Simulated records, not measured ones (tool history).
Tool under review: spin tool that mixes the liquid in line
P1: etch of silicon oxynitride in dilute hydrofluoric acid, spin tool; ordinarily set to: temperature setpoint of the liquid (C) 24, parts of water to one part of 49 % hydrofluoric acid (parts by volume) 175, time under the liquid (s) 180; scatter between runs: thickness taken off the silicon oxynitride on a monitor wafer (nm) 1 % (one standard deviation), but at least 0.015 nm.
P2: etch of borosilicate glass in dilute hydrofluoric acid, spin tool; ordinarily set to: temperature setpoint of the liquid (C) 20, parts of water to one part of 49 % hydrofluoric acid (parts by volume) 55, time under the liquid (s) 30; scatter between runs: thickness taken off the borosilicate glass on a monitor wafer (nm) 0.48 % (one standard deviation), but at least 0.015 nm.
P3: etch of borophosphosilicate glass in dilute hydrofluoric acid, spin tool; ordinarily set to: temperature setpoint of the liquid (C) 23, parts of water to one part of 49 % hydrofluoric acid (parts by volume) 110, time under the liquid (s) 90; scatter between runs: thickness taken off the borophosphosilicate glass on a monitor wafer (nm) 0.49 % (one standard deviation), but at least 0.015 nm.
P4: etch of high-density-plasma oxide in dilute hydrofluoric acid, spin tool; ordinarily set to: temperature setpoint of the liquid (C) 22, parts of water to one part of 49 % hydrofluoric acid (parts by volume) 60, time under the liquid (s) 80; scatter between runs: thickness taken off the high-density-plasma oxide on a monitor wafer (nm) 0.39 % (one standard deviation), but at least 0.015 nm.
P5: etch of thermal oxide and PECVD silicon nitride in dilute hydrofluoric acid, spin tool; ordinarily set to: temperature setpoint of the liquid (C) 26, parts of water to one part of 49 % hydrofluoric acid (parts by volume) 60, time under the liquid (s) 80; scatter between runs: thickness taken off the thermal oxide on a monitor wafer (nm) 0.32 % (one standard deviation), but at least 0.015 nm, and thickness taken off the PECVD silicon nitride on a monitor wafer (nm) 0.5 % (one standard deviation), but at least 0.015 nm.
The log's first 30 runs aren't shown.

run     day  process that ran  temperature setpoint of the liquid (C)  parts of water to one part of 49 % hydrofluoric acid (parts by volume)  time under the liquid (s)  hours since the thermometer was replaced  hours since the hydrofluoric acid flow meter was replaced  thickness taken off the silicon oxynitride on a monitor wafer (nm)  thickness taken off the thermal oxide on a monitor wafer (nm)  thickness taken off the PECVD silicon nitride on a monitor wafer (nm)  thickness taken off the high-density-plasma oxide on a monitor wafer (nm)  thickness taken off the borosilicate glass on a monitor wafer (nm)  thickness taken off the borophosphosilicate glass on a monitor wafer (nm)
 31  11.896                P4                                      22                                                                      60                         80                                     794.4                                                     1523.2                                                                                                                                                                                                                                                                               6.8645
 32  12.346                P3                                      17                                                                     110                         90                                     805.2                                                       1534                                                                                                                                                                                                                                                                                                                                                                                                                              39.534
 33  12.829                P1                                      24                                                                     175                        180                                     816.8                                                     1545.6                                                              2.4407
 34  13.342                P1                                      24                                                                     175                        180                                     829.1                                                     1557.9                                                              2.6165
 35  13.629                P1                                      24                                                                     175                        180                                       836                                                     1564.8                                                              2.6256
 36  14.079                P1                                      24                                                                     175                        180                                     846.8                                                     1575.6                                                              2.6744
 37  14.533                P1                                      24                                                                     175                        180                                     857.7                                                     1586.5                                                               2.704
 38  14.988                P1                                      24                                                                     175                        180                                     868.6                                                     1597.4                                                              2.7332

Estimate the outcome of run 39 from the log above:
 39  15.371                P1                                      24                                                                     175                        180                                     877.8                                                     1606.6                                                                   ?

{"run 39": {"thickness taken off the silicon oxynitride on a monitor wafer (nm)": 2.7481}}
